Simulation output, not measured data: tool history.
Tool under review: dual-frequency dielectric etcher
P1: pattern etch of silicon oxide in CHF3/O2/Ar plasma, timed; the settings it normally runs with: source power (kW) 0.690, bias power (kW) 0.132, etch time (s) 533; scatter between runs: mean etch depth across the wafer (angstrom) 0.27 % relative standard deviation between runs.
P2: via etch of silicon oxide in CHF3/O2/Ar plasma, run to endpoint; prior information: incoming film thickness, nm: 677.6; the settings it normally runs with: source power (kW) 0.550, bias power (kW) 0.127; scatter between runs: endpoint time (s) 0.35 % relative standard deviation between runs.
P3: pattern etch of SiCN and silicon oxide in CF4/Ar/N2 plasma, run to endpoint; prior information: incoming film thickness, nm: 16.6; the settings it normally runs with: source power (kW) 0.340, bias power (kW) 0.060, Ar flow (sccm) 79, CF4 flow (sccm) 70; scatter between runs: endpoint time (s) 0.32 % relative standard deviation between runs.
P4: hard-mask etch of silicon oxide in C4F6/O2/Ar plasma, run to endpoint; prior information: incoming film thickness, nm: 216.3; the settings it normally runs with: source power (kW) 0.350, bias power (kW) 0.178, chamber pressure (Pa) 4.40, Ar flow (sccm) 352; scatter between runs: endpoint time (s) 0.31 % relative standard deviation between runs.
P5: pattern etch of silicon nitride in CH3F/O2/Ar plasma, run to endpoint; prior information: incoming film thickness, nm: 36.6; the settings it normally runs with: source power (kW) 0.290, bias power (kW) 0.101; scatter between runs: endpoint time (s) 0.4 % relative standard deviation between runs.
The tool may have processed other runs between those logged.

run,day,process that ran,source power (kW),bias power (kW),etch time (s),chamber pressure (Pa),Ar flow (sccm),CF4 flow (sccm),hours since the last wet clean,hours since the last source power generator calibration,hours since the last bias power generator calibration,mean etch depth across the wafer (angstrom),endpoint time (s)
1,0.308,P1,0.690,0.132,533,,,,272.7,1102.2,1273.1,10177.0,
2,0.738,P4,0.350,0.178,,5.27,352,,283.0,1112.5,1283.4,,76.282
3,1.225,P4,0.350,0.178,,4.40,241,,294.7,1124.2,1295.1,,71.822
4,1.488,P3,0.340,0.060,,,60,70,301.0,1130.5,1301.4,,23.811
5,2.033,P2,0.350,0.127,,,,,314.1,1143.6,1314.5,,489.710
6,2.329,P5,0.290,0.101,,,,,321.2,1150.7,1321.6,,51.427
7,2.683,P3,0.260,0.060,,,79,70,329.7,1159.2,1330.1,,31.461
8,3.058,P5,0.190,0.101,,,,,338.7,1168.2,1339.1,,60.280
9,3.517,P1,0.850,0.185,533,,,,349.7,1179.2,1350.1,12325.0,
10,3.950,P1,0.580,0.132,695,,,,360.1,1189.6,1360.5,12454.0,
11,4.504,P2,0.550,0.074,,,,,373.4,1202.9,1373.8,,477.270
12,5.075,P1,0.900,0.132,745,,,,387.1,1216.6,1387.5,15794.0,
13,5.346,P4,0.350,0.178,,4.40,352,,393.6,1223.1,1394.0,,74.661
14,5.625,P3,0.340,0.039,,,79,70,400.3,1229.8,1400.7,,28.284
15,6.179,P4,0.350,0.226,,4.40,352,,413.6,1243.1,1414.0,,69.182
16,6.712,P1,0.890,0.132,533,,,,426.4,1255.9,1426.8,11286.0,
17,7.242,P3,0.340,0.060,,,79,70,439.1,1268.6,1439.5,,24.687
18,7.550,P1,0.460,0.132,533,,,,446.5,1276.0,1446.9,8712.3,
19,8.038,P5,0.290,0.101,,,,,458.2,1287.7,1458.6,,51.462
# day 8.600: bias power generator calibrated
20,8.608,P1,0.690,0.086,533,,,,471.9,1301.4,0.2,9013.2,
21,9.183,P1,0.690,0.132,533,,,,485.7,1315.2,14.0,10214.0,
22,9.633,P1,0.690,0.132,533,,,,496.5,1326.0,24.8,10236.0,
23,9.896,P1,0.690,0.132,673,,,,502.8,1332.3,31.1,12916.0,
24,10.462,P1,0.690,0.132,293,,,,516.4,1345.9,44.7,5603.3,
25,10.779,P2,0.550,0.127,,,,,524.0,1353.5,52.3,,409.990
# day 10.796: wet clean of the chamber
26,11.046,P3,0.340,0.060,,,79,86,6.1,1359.9,58.7,,23.995
27,11.400,P1,0.690,0.166,533,,,,14.6,1368.4,67.2,11019.0,
28,11.733,P5,0.290,0.062,,,,,22.6,1376.4,75.2,,61.104
29,12.300,P1,0.690,0.132,533,,,,36.2,1390.0,88.8,10205.0,
30,12.617,P4,0.240,0.178,,4.40,352,,43.8,1397.6,96.4,,86.348
31,12.938,P4,0.350,0.178,,4.40,352,,51.5,1405.3,104.1,,74.943
32,13.358,P1,0.690,0.132,533,,,,61.6,1415.4,114.2,10217.0,
33,13.746,P1,0.690,0.132,533,,,,70.9,1424.7,123.5,10207.0,
34,14.208,P1,0.690,0.132,533,,,,82.0,1435.8,134.6,10111.0,
35,14.692,P1,0.690,0.132,533,,,,93.6,1447.4,146.2,10070.0,
36,15.288,P1,0.690,0.132,533,,,,107.9,1461.7,160.5,10070.0,
# day 15.588: wet clean of the chamber
37,15.854,P1,0.690,0.132,533,,,,6.5,1475.3,174.1,10050.0,
38,16.250,P1,0.690,0.132,533,,,,16.0,1484.8,183.6,10074.0,
39,16.675,P1,0.690,0.132,533,,,,26.2,1495.0,193.8,10038.0,
40,17.050,P1,0.690,0.132,533,,,,35.2,1504.0,202.8,10077.0,
41,17.375,P1,0.690,0.132,533,,,,43.0,1511.8,210.6,10101.0,

What P1 gives has crept away from where it was. These 2 causes fit the log equally well, each at the size given:
A: bias power that arrives under what is set, % = 4.73
B: source power that arrives under what is set, % = 3.76
The onset of the drift is placed at about day 13.358.
Why every other cause is out:
chamber walls in a state that lowers the etch rate, %: serviced at day 15.588, after the change had begun; the process did not return to its earlier output

The 4 check runs listed below each average the results of 2 wafers, and their outcomes are marked with question marks. Under which run would the listed causes produce clearly different results?
check 1,17.700,P4,0.350,0.220,,4.40,271,,,,,,?
check 2,17.700,P2,0.550,0.102,,,,,,,,,?
check 3,17.700,P3,0.340,0.045,,,79,70,,,,,?
check 4,17.700,P5,0.230,0.101,,,,,,,,,?

What every check run would give for each of its results, assuming each possible cause in turn:
check,result,if A,if B
check 1,endpoint time (s),69.007,68.916
check 2,endpoint time (s),444.430,444.800
check 3,endpoint time (s),27.497,28.053
check 4,endpoint time (s),57.163,56.921
Per check, the gap between the least separated pair of causes, taken in the result that splits them most: check 1 0.13 %; check 2 0.08 %; check 3 2 %; check 4 0.42 %
Check 3 is the one run that separates the causes; every other check would come out nearly the same whichever cause is at work.

Then check 3 was run and gave: endpoint time (s) 27.459. Which cause is it?

The correct cause is A, namely: bias power that arrives under what is set, %.
